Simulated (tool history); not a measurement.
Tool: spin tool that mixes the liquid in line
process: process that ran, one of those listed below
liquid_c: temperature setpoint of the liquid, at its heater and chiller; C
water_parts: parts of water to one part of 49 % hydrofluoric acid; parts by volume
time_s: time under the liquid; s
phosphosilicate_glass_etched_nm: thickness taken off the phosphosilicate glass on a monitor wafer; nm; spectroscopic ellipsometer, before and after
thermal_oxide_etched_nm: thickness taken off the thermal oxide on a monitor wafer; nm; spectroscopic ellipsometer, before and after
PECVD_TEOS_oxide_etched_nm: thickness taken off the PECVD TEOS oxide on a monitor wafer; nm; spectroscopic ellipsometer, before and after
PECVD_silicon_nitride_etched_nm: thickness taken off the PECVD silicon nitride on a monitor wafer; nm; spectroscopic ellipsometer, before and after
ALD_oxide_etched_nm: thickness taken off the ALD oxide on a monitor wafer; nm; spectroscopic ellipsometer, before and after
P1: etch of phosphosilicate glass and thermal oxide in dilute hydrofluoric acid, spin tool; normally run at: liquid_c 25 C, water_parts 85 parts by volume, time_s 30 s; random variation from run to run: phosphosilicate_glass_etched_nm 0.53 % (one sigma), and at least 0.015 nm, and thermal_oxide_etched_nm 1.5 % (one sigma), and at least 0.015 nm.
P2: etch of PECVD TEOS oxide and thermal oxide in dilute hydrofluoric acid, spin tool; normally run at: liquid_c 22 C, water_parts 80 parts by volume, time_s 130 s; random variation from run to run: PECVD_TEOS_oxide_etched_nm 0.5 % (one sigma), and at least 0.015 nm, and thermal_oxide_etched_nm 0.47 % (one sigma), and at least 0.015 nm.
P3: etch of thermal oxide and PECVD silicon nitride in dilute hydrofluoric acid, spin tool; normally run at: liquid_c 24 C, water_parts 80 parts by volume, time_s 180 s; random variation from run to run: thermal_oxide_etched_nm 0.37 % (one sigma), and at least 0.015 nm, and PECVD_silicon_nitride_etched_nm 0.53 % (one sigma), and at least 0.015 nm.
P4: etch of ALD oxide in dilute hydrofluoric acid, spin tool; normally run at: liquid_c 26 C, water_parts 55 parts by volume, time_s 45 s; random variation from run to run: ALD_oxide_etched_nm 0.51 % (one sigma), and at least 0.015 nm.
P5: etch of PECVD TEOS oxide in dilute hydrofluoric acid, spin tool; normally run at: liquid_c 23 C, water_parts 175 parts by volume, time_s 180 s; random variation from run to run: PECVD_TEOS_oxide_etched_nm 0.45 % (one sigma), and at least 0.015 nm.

run   hour  process  liquid_c  water_parts  time_s  phosphosilicate_glass_etched_nm  thermal_oxide_etched_nm  PECVD_TEOS_oxide_etched_nm  PECVD_silicon_nitride_etched_nm  ALD_oxide_etched_nm
  1    9.5       P1        25           85      30                           31.089                   1.7764
  2   17.5       P1      21.5           55      30                           43.237                   2.5721
  3   30.1       P1        25           85      45                           46.693                   2.8415
  4   43.7       P5        23          175     180                                                                                16.243
  5   58.1       P1        25           45      30                           62.034                   3.5985
  6   72.3       P2        22           20     130                                                    31.856                      187.66
  7   79.7       P1      33.5           85      30                           43.146                    2.493
  8   87.6       P1        25           85      30                           31.436                   1.8538
  9   97.9       P1      19.5           85      30                           24.772                   1.4654
 10  108.7       P3        24           25     180                                                    38.629                                                       35.778
 11  123.1       P3        24           80     180                                                     11.24                                                       11.423
 12  133.6       P1        25           85      30                           31.376                   1.8013
     137.7  -- hydrofluoric acid flow meter replaced
 13  141.9       P2        17           80     130                                                    5.9649                      35.614
 14  156.1       P4        26           55      15                                                                                                                                      3.1716
 15  166.8       P2        22           80     250                                                    14.165                      84.185
 16  179.6       P5        23          175      70                                                                                6.3581
 17  192.9       P1        25           85      30                            30.85                   1.8849
 18  206.6       P4        26           20      45                                                                                                                                      27.511
 19  218.9       P5      28.5          175     180                                                                                19.901
 20  233.5       P3        24           80     345                                                    21.562                                                       22.002
 21  242.3       P1        25           85      30                           30.897                   1.8175
 22  249.4       P4        26           55      45                                                                                                                                      9.4575
 23  262.7       P3        28           80     180                                                    13.185                                                       14.944
 24  274.9       P4      33.5           55      45                                                                                                                                      12.575
 25  285.6       P1        25          145      30                           16.875                  0.98132
 26  292.6       P1      18.5           45      30                            47.05                   2.6712
 27  303.7       P2        22           80     130                                                    7.3055                      43.439
 28  310.5       P5        23           65     180                                                                                50.057
 29  323.5       P4        26           55      45                                                                                                                                      9.4233
 30  331.6       P1        25           85      30                           31.362                   1.8778
 31  345.8       P1        25           85      15                           15.461                  0.94583
 32  359.7       P1        25           85      30                           31.152                   1.8406
 33  372.2       P1        25           85      30                           32.269                   1.8826
 34  387.2       P1        25           85      30                           32.794                   1.9418
 35  395.7       P1        25           85      30                             33.1                   1.8757
 36    405       P1        25           85      30                           33.204                   2.0084

The next listed run, before its measurement:
 37  418.4       P1        25           85      30                                ?                        ?

{"run 37": {"phosphosilicate_glass_etched_nm": 33.267, "thermal_oxide_etched_nm": 1.9585}}
